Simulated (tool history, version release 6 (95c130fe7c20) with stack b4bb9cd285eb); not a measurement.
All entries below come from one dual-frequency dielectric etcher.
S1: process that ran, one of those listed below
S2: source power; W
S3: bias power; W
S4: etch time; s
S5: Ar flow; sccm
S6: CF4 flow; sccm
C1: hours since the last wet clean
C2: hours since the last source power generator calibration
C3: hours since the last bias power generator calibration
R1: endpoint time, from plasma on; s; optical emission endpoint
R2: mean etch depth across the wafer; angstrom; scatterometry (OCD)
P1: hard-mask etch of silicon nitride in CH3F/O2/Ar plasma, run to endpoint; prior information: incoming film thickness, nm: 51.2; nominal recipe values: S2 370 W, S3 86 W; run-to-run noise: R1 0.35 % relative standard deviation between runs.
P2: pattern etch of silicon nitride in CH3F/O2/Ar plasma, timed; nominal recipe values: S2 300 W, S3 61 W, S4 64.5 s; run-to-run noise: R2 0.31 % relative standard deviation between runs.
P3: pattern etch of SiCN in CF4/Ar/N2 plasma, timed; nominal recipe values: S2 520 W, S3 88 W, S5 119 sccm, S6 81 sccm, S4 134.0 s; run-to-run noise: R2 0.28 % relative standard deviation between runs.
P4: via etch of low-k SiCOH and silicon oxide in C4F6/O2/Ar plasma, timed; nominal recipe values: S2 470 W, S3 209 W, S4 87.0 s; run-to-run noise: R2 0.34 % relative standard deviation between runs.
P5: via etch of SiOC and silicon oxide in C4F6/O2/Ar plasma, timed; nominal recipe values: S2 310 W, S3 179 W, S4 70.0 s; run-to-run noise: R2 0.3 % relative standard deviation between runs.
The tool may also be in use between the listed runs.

Run 1, hour 8.2: S1 P1, S2 370 W, S3 86 W; C1 139.4; C2 488.8; C3 1643.1. Result: R1 73.151 s.
Run 2, hour 19.6: S1 P2, S2 300 W, S3 49 W, S4 64.5 s; C1 150.8; C2 500.2; C3 1654.5. Result: R2 351.04 angstrom.
Run 3, hour 32.4: S1 P5, S2 190 W, S3 179 W, S4 70.0 s; C1 163.6; C2 513.0; C3 1667.3. Result: R2 615.06 angstrom.
Run 4, hour 46.3: S1 P5, S2 310 W, S3 179 W, S4 70.0 s; C1 177.5; C2 526.9; C3 1681.2. Result: R2 740.53 angstrom.
Run 5, hour 57.2: S1 P2, S2 300 W, S3 61 W, S4 64.5 s; C1 188.4; C2 537.8; C3 1692.1. Result: R2 379.83 angstrom.
Run 6, hour 65.6: S1 P1, S2 280 W, S3 86 W; C1 196.8; C2 546.2; C3 1700.5. Result: R1 80.864 s.
Run 7, hour 72.4: S1 P2, S2 420 W, S3 61 W, S4 64.5 s; C1 203.6; C2 553.0; C3 1707.3. Result: R2 431.94 angstrom.
Run 8, hour 79.3: S1 P3, S2 520 W, S3 88 W, S4 73.5 s, S5 119 sccm, S6 81 sccm; C1 210.5; C2 559.9; C3 1714.2. Result: R2 759.20 angstrom.
Run 9, hour 92.1: S1 P3, S2 380 W, S3 88 W, S4 134.0 s, S5 119 sccm, S6 81 sccm; C1 223.3; C2 572.7; C3 1727.0. Result: R2 1051.80 angstrom.
Run 10, hour 105.2: S1 P3, S2 520 W, S3 88 W, S4 134.0 s, S5 119 sccm, S6 55 sccm; C1 236.4; C2 585.8; C3 1740.1. Result: R2 1302.30 angstrom.
Run 11, hour 113.0: S1 P3, S2 520 W, S3 88 W, S4 134.0 s, S5 148 sccm, S6 81 sccm; C1 244.2; C2 593.6; C3 1747.9. Result: R2 1337.50 angstrom.
Run 12, hour 123.0: S1 P1, S2 500 W, S3 63 W; C1 254.2; C2 603.6; C3 1757.9. Result: R1 72.265 s.
Run 13, hour 136.9: S1 P3, S2 520 W, S3 58 W, S4 134.0 s, S5 119 sccm, S6 81 sccm; C1 268.1; C2 617.5; C3 1771.8. Result: R2 1199.00 angstrom.
Run 14, hour 145.6: S1 P1, S2 430 W, S3 86 W; C1 276.8; C2 626.2; C3 1780.5. Result: R1 68.767 s.
Run 15, hour 156.6: S1 P5, S2 310 W, S3 125 W, S4 70.0 s; C1 287.8; C2 637.2; C3 1791.5. Result: R2 662.64 angstrom.
Run 16, hour 164.4: S1 P2, S2 300 W, S3 61 W, S4 64.5 s; C1 295.6; C2 645.0; C3 1799.3. Result: R2 378.98 angstrom.
Run 17, hour 171.0: S1 P1, S2 370 W, S3 86 W; C1 302.2; C2 651.6; C3 1805.9. Result: R1 72.522 s.
Run 18, hour 183.9: S1 P4, S2 470 W, S3 209 W, S4 56.5 s; C1 315.1; C2 664.5; C3 1818.8. Result: R2 1759.10 angstrom.
Run 19, hour 195.8: S1 P1, S2 370 W, S3 86 W; C1 327.0; C2 676.4; C3 1830.7. Result: R1 72.964 s.
Run 20, hour 203.4: S1 P3, S2 520 W, S3 88 W, S4 134.0 s, S5 119 sccm, S6 81 sccm; C1 334.6; C2 684.0; C3 1838.3. Result: R2 1376.40 angstrom.
Run 21, hour 213.5: S1 P4, S2 560 W, S3 209 W, S4 87.0 s; C1 344.7; C2 694.1; C3 1848.4. Result: R2 2876.00 angstrom.
Run 22, hour 226.4: S1 P4, S2 470 W, S3 209 W, S4 87.0 s; C1 357.6; C2 707.0; C3 1861.3. Result: R2 2695.10 angstrom.
Run 23, hour 237.8: S1 P1, S2 250 W, S3 102 W; C1 369.0; C2 718.4; C3 1872.7. Result: R1 79.546 s.
Run 24, hour 249.9: S1 P5, S2 310 W, S3 179 W, S4 70.0 s; C1 381.1; C2 730.5; C3 1884.8. Result: R2 742.23 angstrom.
Run 25, hour 259.0: S1 P4, S2 470 W, S3 209 W, S4 87.0 s; C1 390.2; C2 739.6; C3 1893.9. Result: R2 2688.60 angstrom.
Run 26, hour 271.5: S1 P1, S2 370 W, S3 118 W; C1 402.7; C2 752.1; C3 1906.4. Result: R1 64.762 s.
Run 27, hour 282.2: S1 P1, S2 370 W, S3 67 W; C1 413.4; C2 762.8; C3 1917.1. Result: R1 79.826 s.
Run 28, hour 289.2: S1 P5, S2 310 W, S3 179 W, S4 38.5 s; C1 420.4; C2 769.8; C3 1924.1. Result: R2 406.85 angstrom.
Run 29, hour 303.2: S1 P1, S2 280 W, S3 101 W; C1 434.4; C2 783.8; C3 1938.1. Result: R1 76.249 s.
Run 30, hour 311.6: S1 P4, S2 470 W, S3 123 W, S4 87.0 s; C1 442.8; C2 792.2; C3 1946.5. Result: R2 2300.20 angstrom.
Run 31, hour 322.2: S1 P2, S2 300 W, S3 61 W, S4 35.5 s; C1 453.4; C2 802.8; C3 1957.1. Result: R2 209.58 angstrom.
Run 32, hour 336.3: S1 P1, S2 370 W, S3 86 W; C1 467.5; C2 816.9; C3 1971.2. Result: R1 72.250 s.
Run 33, hour 343.3: S1 P1, S2 370 W, S3 86 W; C1 474.5; C2 823.9; C3 1978.2. Result: R1 73.083 s.
Run 34, hour 354.9: S1 P1, S2 370 W, S3 86 W; C1 486.1; C2 835.5; C3 1989.8. Result: R1 72.467 s.
Run 35, hour 361.3: S1 P1, S2 370 W, S3 86 W; C1 492.5; C2 841.9; C3 1996.2. Result: R1 72.601 s.
Run 36, hour 369.9: S1 P1, S2 370 W, S3 86 W; C1 501.1; C2 850.5; C3 2004.8. Result: R1 72.658 s.
Run 37, hour 381.7: S1 P1, S2 370 W, S3 86 W; C1 512.9; C2 862.3; C3 2016.6. Result: R1 72.298 s.
Run 38, hour 392.4: S1 P1, S2 370 W, S3 86 W; C1 523.6; C2 873.0; C3 2027.3. Result: R1 72.036 s.
Run 39, hour 403.1: S1 P1, S2 370 W, S3 86 W; C1 534.3; C2 883.7; C3 2038.0. Result: R1 71.776 s.
At hour 412.8: wet clean of the chamber.
Run 40, hour 414.7: S1 P1, S2 370 W, S3 86 W; C1 2.0; C2 895.3; C3 2049.6. Result: R1 71.863 s.
Run 41, hour 421.7: S1 P1, S2 370 W, S3 86 W; C1 9.0; C2 902.3; C3 2056.6. Result: R1 71.256 s.
Run 42, hour 429.7: S1 P1, S2 370 W, S3 86 W; C1 17.0; C2 910.3; C3 2064.6. Result: R1 71.950 s.
Run 43, hour 442.7: S1 P1, S2 370 W, S3 86 W; C1 30.0; C2 923.3; C3 2077.6. Result: R1 71.960 s.

P1 no longer gives what it gave before; its output has crept away from where it was. The following 2 causes, each at its listed size, fit the log equally well:
A: bias power that arrives over what is set, % = 4.93
B: source power that arrives over what is set, % = 4.73
The creep began at about hour 354.9.
All other causes, with the reason each is excluded:
chamber walls in a state that raises the etch rate, %: its service at hour 412.8 followed the start of the drift and did not put the process back to its old value

4 check runs are offered, one wafer each, their results left as question marks. Which one tells the causes apart?
Run check 1, hour 455.7: S1 P3, S2 520 W, S3 88 W, S4 134.0 s, S5 119 sccm, S6 81 sccm. Result: R2 ?.
Run check 2, hour 455.7: S1 P4, S2 470 W, S3 209 W, S4 87.0 s. Result: R2 ?.
Run check 3, hour 455.7: S1 P5, S2 310 W, S3 179 W, S4 70.0 s. Result: R2 ?.
Run check 4, hour 455.7: S1 P2, S2 300 W, S3 61 W, S4 64.5 s. Result: R2 ?.

What each check would give under each cause:
  check  result     if A     if B
check 1      R2  1406.70  1439.60
check 2      R2  2739.40  2745.80
check 3      R2   752.66   754.15
check 4      R2   386.06   386.55
Smallest distance between any two causes, each pair judged by its most separating result, in per cent: check 1 2.31 %; check 2 0.23 %; check 3 0.2 %; check 4 0.13 %
The causes can be told apart only by check 1. The other checks would give nearly the same results under each of them.

Here is what check 1 returned: R2 1409.40 angstrom. Which cause is it?

A is the cause: bias power that arrives over what is set, %.
